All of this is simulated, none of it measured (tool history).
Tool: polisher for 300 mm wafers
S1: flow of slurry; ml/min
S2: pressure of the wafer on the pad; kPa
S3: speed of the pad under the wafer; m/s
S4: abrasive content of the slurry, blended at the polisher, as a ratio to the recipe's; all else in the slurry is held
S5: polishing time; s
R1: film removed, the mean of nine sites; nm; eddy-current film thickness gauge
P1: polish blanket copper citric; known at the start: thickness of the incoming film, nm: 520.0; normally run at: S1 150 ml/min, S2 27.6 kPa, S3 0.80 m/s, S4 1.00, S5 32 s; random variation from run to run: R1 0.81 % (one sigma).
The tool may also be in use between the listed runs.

{"run": 1, "day": 0.229, "S1": 150, "S2": 27.6, "S3": 0.8, "S4": 1.0, "S5": 32, "R1": 88.198}
{"run": 2, "day": 0.517, "S1": 190, "S2": 27.6, "S3": 0.8, "S4": 1.0, "S5": 42, "R1": 118.79}
{"run": 3, "day": 0.771, "S1": 150, "S2": 27.6, "S3": 0.8, "S4": 1.0, "S5": 32, "R1": 88.071}
{"run": 4, "day": 0.988, "S1": 150, "S2": 27.6, "S3": 0.4, "S4": 1.0, "S5": 32, "R1": 44.33}
{"run": 5, "day": 1.271, "S1": 150, "S2": 27.6, "S3": 0.8, "S4": 1.0, "S5": 32, "R1": 85.763}
{"run": 6, "day": 1.667, "S1": 150, "S2": 27.6, "S3": 0.8, "S4": 1.25, "S5": 32, "R1": 90.771}
{"run": 7, "day": 2.042, "S1": 150, "S2": 27.6, "S3": 1.14, "S4": 1.0, "S5": 32, "R1": 123.2}
{"run": 8, "day": 2.421, "S1": 150, "S2": 16.5, "S3": 0.8, "S4": 1.0, "S5": 32, "R1": 52.897}
{"run": 9, "day": 2.667, "S1": 150, "S2": 27.6, "S3": 0.8, "S4": 1.0, "S5": 32, "R1": 86.79}
{"run": 10, "day": 3.021, "S1": 150, "S2": 42.7, "S3": 0.8, "S4": 1.0, "S5": 32, "R1": 133.72}
{"run": 11, "day": 3.262, "S1": 150, "S2": 27.6, "S3": 0.46, "S4": 1.0, "S5": 41, "R1": 66.135}
{"run": 12, "day": 3.654, "S1": 90, "S2": 27.6, "S3": 0.8, "S4": 1.0, "S5": 32, "R1": 77.739}
{"run": 13, "day": 3.975, "S1": 150, "S2": 27.6, "S3": 0.8, "S4": 1.0, "S5": 46, "R1": 126.24}
{"run": 14, "day": 4.321, "S1": 210, "S2": 27.6, "S3": 0.8, "S4": 1.0, "S5": 32, "R1": 92.011}
{"run": 15, "day": 4.708, "S1": 150, "S2": 27.6, "S3": 0.8, "S4": 1.0, "S5": 21, "R1": 57.022}
{"run": 16, "day": 5.058, "S1": 150, "S2": 27.6, "S3": 0.8, "S4": 0.5, "S5": 32, "R1": 74.544}
{"run": 17, "day": 5.458, "S1": 150, "S2": 27.6, "S3": 0.8, "S4": 1.0, "S5": 32, "R1": 85.63}
{"run": 18, "day": 5.708, "S1": 150, "S2": 27.6, "S3": 0.8, "S4": 1.0, "S5": 32, "R1": 83.451}
{"day": 6.058, "done": "head pressure recalibrated"}
{"run": 19, "day": 6.1, "S1": 150, "S2": 27.6, "S3": 0.8, "S4": 1.0, "S5": 32, "R1": 80.636}
{"run": 20, "day": 6.288, "S1": 150, "S2": 27.6, "S3": 0.8, "S4": 1.0, "S5": 32, "R1": 80.236}
{"day": 6.488, "done": "slurry blender recalibrated"}
{"run": 21, "day": 6.571, "S1": 150, "S2": 27.6, "S3": 0.8, "S4": 1.0, "S5": 32, "R1": 80.579}
{"run": 22, "day": 6.808, "S1": 150, "S2": 27.6, "S3": 0.8, "S4": 1.0, "S5": 32, "R1": 79.171}
{"run": 23, "day": 7.083, "S1": 150, "S2": 27.6, "S3": 0.8, "S4": 1.0, "S5": 32, "R1": 79.762}

What P1 gives has crept away from where it was. These 2 causes fit the log equally well, each at the size given:
A: removal rate lost through wear of the pad, % = 9.08
B: slurry flow missing at the pad, % = 36
The creep began at about day 5.458.
Why every other cause is out:
head's pressure below its setpoint, %: serviced at day 6.058, which brought nothing back
abrasive missing from the slurry, %: serviced at day 6.488, which brought nothing back

4 check runs are offered, each on 2 wafers whose results are averaged, their results left as question marks. Which one tells the causes apart?
{"run": "check 1", "day": 7.358, "S1": 150, "S2": 27.6, "S3": 0.8, "S4": 0.75, "S5": 32, "R1": "?"}
{"run": "check 2", "day": 7.358, "S1": 100, "S2": 19.3, "S3": 0.8, "S4": 1.0, "S5": 32, "R1": "?"}
{"run": "check 3", "day": 7.358, "S1": 150, "S2": 27.6, "S3": 0.4, "S4": 0.55, "S5": 32, "R1": "?"}
{"run": "check 4", "day": 7.358, "S1": 150, "S2": 27.6, "S3": 1.0, "S4": 1.0, "S5": 44, "R1": "?"}

What each check would give under each cause:
check=check_1 result=R1 if_A=74.700 if_B=74.690
check=check_2 result=R1 if_A=51.526 if_B=49.474
check=check_3 result=R1 if_A=35.866 if_B=35.861
check=check_4 result=R1 if_A=135.790 if_B=135.780
How far apart the two closest causes lie, in the result that separates them most: check 1 0.01 %; check 2 4.06 %; check 3 0.01 %; check 4 0.01 %
Only check 2 tells the causes apart: in the others they would give nearly the same result.

Check 2 was then run and gave: R1 51.633 nm. Which cause is it?

It is A: removal rate lost through wear of the pad, %.
